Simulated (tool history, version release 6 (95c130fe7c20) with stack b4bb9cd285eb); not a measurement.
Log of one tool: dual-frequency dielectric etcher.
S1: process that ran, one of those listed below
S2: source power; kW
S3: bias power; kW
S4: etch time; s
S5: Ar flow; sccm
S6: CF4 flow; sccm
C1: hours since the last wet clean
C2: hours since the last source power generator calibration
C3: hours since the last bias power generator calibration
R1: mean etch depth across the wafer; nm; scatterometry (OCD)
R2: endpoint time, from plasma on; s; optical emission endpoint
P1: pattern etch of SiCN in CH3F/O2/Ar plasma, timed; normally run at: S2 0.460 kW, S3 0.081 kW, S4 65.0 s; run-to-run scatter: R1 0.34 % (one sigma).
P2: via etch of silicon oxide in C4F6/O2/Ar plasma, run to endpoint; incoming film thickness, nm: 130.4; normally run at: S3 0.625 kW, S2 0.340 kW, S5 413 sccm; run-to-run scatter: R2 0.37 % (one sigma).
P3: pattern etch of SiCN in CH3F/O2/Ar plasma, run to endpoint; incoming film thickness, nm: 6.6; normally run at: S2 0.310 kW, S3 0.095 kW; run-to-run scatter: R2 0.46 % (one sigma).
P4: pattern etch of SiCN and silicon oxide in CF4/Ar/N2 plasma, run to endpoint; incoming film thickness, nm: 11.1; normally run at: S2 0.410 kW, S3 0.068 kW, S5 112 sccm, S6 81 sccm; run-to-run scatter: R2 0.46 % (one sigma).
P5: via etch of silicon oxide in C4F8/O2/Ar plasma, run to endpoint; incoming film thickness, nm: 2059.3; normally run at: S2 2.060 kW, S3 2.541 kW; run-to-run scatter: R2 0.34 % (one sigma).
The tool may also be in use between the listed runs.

run	hour	S1	S2	S3	S4	S5	S6	C1	C2	C3	R1	R2
1	10.8	P1	0.460	0.081	65.0			113.9	1122.3	1290.5	27.385	
2	22.1	P2	0.340	0.625		413		125.2	1133.6	1301.8		28.624
3	31.3	P1	0.570	0.081	65.0			134.4	1142.8	1311.0	29.499	
# hour 40.6: source power generator calibrated
4	44.9	P4	0.410	0.068		112	81	148.0	4.4	1324.6		14.038
5	57.7	P1	0.460	0.081	65.0			160.8	17.2	1337.4	27.441	
6	69.3	P4	0.410	0.068		112	55	172.4	28.8	1349.0		14.898
7	77.3	P2	0.340	0.625		319		180.4	36.8	1357.0		27.730
8	88.2	P2	0.220	0.625		413		191.3	47.7	1367.9		33.372
9	99.2	P1	0.460	0.081	65.0			202.3	58.7	1378.9	27.302	
10	109.9	P1	0.460	0.081	48.0			213.0	69.4	1389.6	20.113	
11	121.0	P1	0.460	0.081	89.5			224.1	80.5	1400.7	37.702	
12	134.9	P1	0.460	0.063	65.0			238.0	94.4	1414.6	25.091	
13	142.2	P1	0.460	0.081	65.0			245.3	101.7	1421.9	27.413	
14	152.4	P1	0.340	0.081	65.0			255.5	111.9	1432.1	24.386	
15	165.1	P5	2.060	2.541				268.2	124.6	1444.8		381.290
16	173.1	P1	0.460	0.081	65.0			276.2	132.6	1452.8	27.237	
17	186.6	P1	0.360	0.053	65.0			289.7	146.1	1466.3	21.495	
18	193.0	P4	0.410	0.042		112	81	296.1	152.5	1472.7		16.270
19	199.1	P3	0.230	0.095				302.2	158.6	1478.8		19.577
20	211.1	P5	2.060	3.356				314.2	170.6	1490.8		350.840
21	219.1	P4	0.330	0.068		112	81	322.2	178.6	1498.8		16.940
22	225.5	P4	0.410	0.068		146	81	328.6	185.0	1505.2		14.714
23	236.7	P2	0.340	0.397		413		339.8	196.2	1516.4		33.895
24	250.1	P3	0.310	0.095				353.2	209.6	1529.8		17.558
25	259.1	P1	0.460	0.081	65.0			362.2	218.6	1538.8	27.446	
26	270.4	P1	0.460	0.112	65.0			373.5	229.9	1550.1	30.667	
27	278.0	P5	2.740	2.541				381.1	237.5	1557.7		340.820
28	285.0	P1	0.460	0.067	47.0			388.1	244.5	1564.7	18.600	
29	297.9	P3	0.310	0.123				401.0	257.4	1577.6		16.039
30	306.0	P1	0.460	0.081	65.0			409.1	265.5	1585.7	27.413	
31	316.9	P2	0.340	0.625		413		420.0	276.4	1596.6		28.568
32	330.5	P1	0.460	0.081	65.0			433.6	290.0	1610.2	27.213	
33	344.1	P1	0.460	0.081	65.0			447.2	303.6	1623.8	27.165	
34	350.7	P1	0.460	0.081	65.0			453.8	310.2	1630.4	26.994	
# hour 360.4: wet clean of the chamber
35	360.8	P1	0.460	0.081	65.0			0.4	320.3	1640.5	26.918	
36	369.4	P1	0.460	0.081	65.0			9.0	328.9	1649.1	26.842	
37	376.4	P1	0.460	0.081	65.0			16.0	335.9	1656.1	27.123	
38	385.7	P1	0.460	0.081	65.0			25.3	345.2	1665.4	26.867	
39	395.6	P1	0.460	0.081	65.0			35.2	355.1	1675.3	26.865	

What P1 gives has crept away from where it was. These 2 causes fit the log equally well, each at the size given:
A: source power that arrives under what is set, % = 4.49
B: bias power that arrives under what is set, % = 4.7
The creep began at about hour 330.5.
Why every other cause is out:
chamber walls in a state that lowers the etch rate, %: serviced at hour 360.4, which brought nothing back

4 check runs are offered, each on 2 wafers whose results are averaged, their results left as question marks. Which one tells the causes apart?
check 1	405.5	P2	0.240	0.399		413						?
check 2	405.5	P3	0.310	0.113								?
check 3	405.5	P5	2.720	3.036								?
check 4	405.5	P4	0.410	0.043		144	81					?

What each check would give under each cause:
check	result	if A	if B
check 1	R2	39.070	39.103
check 2	R2	16.764	16.797
check 3	R2	329.580	328.460
check 4	R2	17.652	17.199
How far apart the two closest causes lie, in the result that separates them most: check 1 0.08 %; check 2 0.2 %; check 3 0.34 %; check 4 2.6 %
Only check 4 tells the causes apart: in the others they would give nearly the same result.

Check 4 was then run and gave: R2 17.560 s. Which cause is it?

It is A: source power that arrives under what is set, %.
